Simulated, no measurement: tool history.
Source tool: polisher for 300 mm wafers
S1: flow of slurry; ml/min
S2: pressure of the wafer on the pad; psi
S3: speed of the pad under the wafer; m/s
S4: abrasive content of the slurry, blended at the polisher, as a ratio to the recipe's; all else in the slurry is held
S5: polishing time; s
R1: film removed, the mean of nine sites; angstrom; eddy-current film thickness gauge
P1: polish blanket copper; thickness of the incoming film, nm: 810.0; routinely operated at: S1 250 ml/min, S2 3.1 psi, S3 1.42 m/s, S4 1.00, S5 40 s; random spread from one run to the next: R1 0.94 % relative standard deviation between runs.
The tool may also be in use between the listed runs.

run	hour	S1	S2	S3	S4	S5	R1
1	12.6	250	3.1	1.42	1.00	40	1602.40
2	28.3	250	3.1	1.42	1.00	40	1625.20
3	36.5	250	3.1	1.42	1.00	40	1618.90
4	44.9	250	3.1	1.42	1.00	59	2429.90
5	57.9	250	1.4	1.42	1.00	40	723.59
# hour 61.9: slurry blender recalibrated
6	69.6	330	3.1	1.42	1.00	40	1680.60
7	84.1	250	3.1	1.42	1.00	18	727.70
8	92.4	250	3.1	1.42	1.00	40	1604.80
9	103.7	250	3.1	1.42	1.25	57	2413.00
10	116.1	250	4.9	1.42	1.00	40	2531.80
11	128.0	250	3.1	0.64	1.00	40	739.14
12	136.1	150	3.1	1.42	1.00	40	1485.80
13	148.7	250	3.1	1.42	1.00	40	1602.90

For run 14, what comes out?
14	159.1	250	3.1	1.42	1.00	40	?

R1: 1600.50 angstrom

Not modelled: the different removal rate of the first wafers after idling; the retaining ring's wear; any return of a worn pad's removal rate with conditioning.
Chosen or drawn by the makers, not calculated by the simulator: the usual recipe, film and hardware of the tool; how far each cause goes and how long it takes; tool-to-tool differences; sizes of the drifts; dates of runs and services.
